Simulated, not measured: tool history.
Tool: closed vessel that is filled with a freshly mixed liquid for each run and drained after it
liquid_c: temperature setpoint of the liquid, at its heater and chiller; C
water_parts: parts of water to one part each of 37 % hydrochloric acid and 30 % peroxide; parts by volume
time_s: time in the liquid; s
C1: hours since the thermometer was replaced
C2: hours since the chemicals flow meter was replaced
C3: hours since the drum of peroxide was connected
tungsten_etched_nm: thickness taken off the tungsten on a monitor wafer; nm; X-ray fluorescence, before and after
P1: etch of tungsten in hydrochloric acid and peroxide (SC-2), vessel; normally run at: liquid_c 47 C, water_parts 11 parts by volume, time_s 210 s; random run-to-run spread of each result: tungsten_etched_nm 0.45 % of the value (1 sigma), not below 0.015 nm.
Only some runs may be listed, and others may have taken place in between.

Run 1, hour 16: liquid_c 47 C, water_parts 11 parts by volume, time_s 210 s; C1 1531.4; C2 204.2; C3 316.9. Result: tungsten_etched_nm 57.943 nm.
Run 2, hour 30.8: liquid_c 47 C, water_parts 11 parts by volume, time_s 210 s; C1 1546.2; C2 219; C3 331.7. Result: tungsten_etched_nm 57.869 nm.
Run 3, hour 45.5: liquid_c 47 C, water_parts 16 parts by volume, time_s 210 s; C1 1560.9; C2 233.7; C3 346.4. Result: tungsten_etched_nm 41.683 nm.
Run 4, hour 60.3: liquid_c 47 C, water_parts 11 parts by volume, time_s 210 s; C1 1575.7; C2 248.5; C3 361.2. Result: tungsten_etched_nm 57.301 nm.
Run 5, hour 74.1: liquid_c 47 C, water_parts 11 parts by volume, time_s 210 s; C1 1589.5; C2 262.3; C3 375. Result: tungsten_etched_nm 57.037 nm.
Run 6, hour 90.1: liquid_c 47 C, water_parts 11 parts by volume, time_s 30 s; C1 1605.5; C2 278.3; C3 391. Result: tungsten_etched_nm 8.1473 nm.
Run 7, hour 98.6: liquid_c 60 C, water_parts 11 parts by volume, time_s 305 s; C1 1614; C2 286.8; C3 399.5. Result: tungsten_etched_nm 193.3 nm.
Run 8, hour 110.4: liquid_c 47 C, water_parts 4.5 parts by volume, time_s 210 s; C1 1625.8; C2 298.6; C3 411.3. Result: tungsten_etched_nm 114.82 nm.
Run 9, hour 128: liquid_c 60.5 C, water_parts 11 parts by volume, time_s 210 s; C1 1643.4; C2 316.2; C3 428.9. Result: tungsten_etched_nm 137.05 nm.
Run 10, hour 143.1: liquid_c 47 C, water_parts 11 parts by volume, time_s 210 s; C1 1658.5; C2 331.3; C3 444. Result: tungsten_etched_nm 57.458 nm.
Run 11, hour 151.3: liquid_c 47 C, water_parts 11 parts by volume, time_s 400 s; C1 1666.7; C2 339.5; C3 452.2. Result: tungsten_etched_nm 109.44 nm.
Run 12, hour 168.5: liquid_c 35.5 C, water_parts 11 parts by volume, time_s 105 s; C1 1683.9; C2 356.7; C3 469.4. Result: tungsten_etched_nm 12.695 nm.
Run 13, hour 177: liquid_c 47 C, water_parts 11 parts by volume, time_s 210 s; C1 1692.4; C2 365.2; C3 477.9. Result: tungsten_etched_nm 57.548 nm.
Run 14, hour 191.5: liquid_c 35 C, water_parts 11 parts by volume, time_s 210 s; C1 1706.9; C2 379.7; C3 492.4. Result: tungsten_etched_nm 24.481 nm.
Run 15, hour 202.7: liquid_c 47 C, water_parts 11 parts by volume, time_s 210 s; C1 1718.1; C2 390.9; C3 503.6. Result: tungsten_etched_nm 57.689 nm.
Run 16, hour 217.1: liquid_c 47 C, water_parts 11 parts by volume, time_s 210 s; C1 1732.5; C2 405.3; C3 518. Result: tungsten_etched_nm 60.004 nm.
Run 17, hour 225: liquid_c 47 C, water_parts 11 parts by volume, time_s 210 s; C1 1740.4; C2 413.2; C3 525.9. Result: tungsten_etched_nm 60.33 nm.
Run 18, hour 233.3: liquid_c 47 C, water_parts 11 parts by volume, time_s 210 s; C1 1748.7; C2 421.5; C3 534.2. Result: tungsten_etched_nm 60.848 nm.
Run 19, hour 247.8: liquid_c 47 C, water_parts 11 parts by volume, time_s 210 s; C1 1763.2; C2 436; C3 548.7. Result: tungsten_etched_nm 61.54 nm.
Run 20, hour 259.4: liquid_c 47 C, water_parts 11 parts by volume, time_s 210 s; C1 1774.8; C2 447.6; C3 560.3. Result: tungsten_etched_nm 61.489 nm.
Run 21, hour 270.1: liquid_c 47 C, water_parts 11 parts by volume, time_s 210 s; C1 1785.5; C2 458.3; C3 571. Result: tungsten_etched_nm 62.373 nm.
Run 22, hour 281.9: liquid_c 47 C, water_parts 11 parts by volume, time_s 210 s; C1 1797.3; C2 470.1; C3 582.8. Result: tungsten_etched_nm 62.513 nm.
Run 23, hour 299.2: liquid_c 47 C, water_parts 11 parts by volume, time_s 210 s; C1 1814.6; C2 487.4; C3 600.1. Result: tungsten_etched_nm 62.372 nm.
Run 24, hour 312.6: liquid_c 47 C, water_parts 11 parts by volume, time_s 210 s; C1 1828; C2 500.8; C3 613.5. Result: tungsten_etched_nm 62.752 nm.
Run 25, hour 321.8: liquid_c 47 C, water_parts 11 parts by volume, time_s 210 s; C1 1837.2; C2 510; C3 622.7. Result: tungsten_etched_nm 62.126 nm.

The output of P1 has drifted from where it used to be. Each of the 2 causes below, taken at the size shown beside it, accounts for the log equally well:
A: chemicals flow above the setpoint (%) = 11.1
B: liquid hotter than its thermometer reads (K) = 1.31
The drift started at roughly hour 202.7.
Ruled out, with reasons:
peroxide weaker than its label (%): can reach only 8, and even then tungsten_etched_nm would move by -7.4 %, too little or the wrong way

4 check runs are offered, each on 3 wafers whose results are averaged, their results left as question marks. Which one tells the causes apart?
Run check 1, hour 331: liquid_c 47 C, water_parts 16 parts by volume, time_s 30 s. Result: tungsten_etched_nm ?.
Run check 2, hour 331: liquid_c 38.5 C, water_parts 4.5 parts by volume, time_s 210 s. Result: tungsten_etched_nm ?.
Run check 3, hour 331: liquid_c 47 C, water_parts 11 parts by volume, time_s 395 s. Result: tungsten_etched_nm ?.
Run check 4, hour 331: liquid_c 37 C, water_parts 11 parts by volume, time_s 210 s. Result: tungsten_etched_nm ?.

Expected result of each check under each candidate cause:
  check              result    if A    if B
check 1  tungsten_etched_nm  6.4999  6.4714
check 2  tungsten_etched_nm  68.158  69.658
check 3  tungsten_etched_nm  117.94  117.98
check 4  tungsten_etched_nm    31.1   31.29
Minimum pairwise separation of causes per check, each pair taken at its best-separating result: check 1 0.44 %; check 2 2.18 %; check 3 0.03 %; check 4 0.61 %
Check 2 distinguishes between the causes, while the remaining checks would return nearly the same result for all of them.

Here is what check 2 returned: tungsten_etched_nm 68.282 nm. Which cause is it?

Of the candidate causes, it is A: chemicals flow above the setpoint (%).
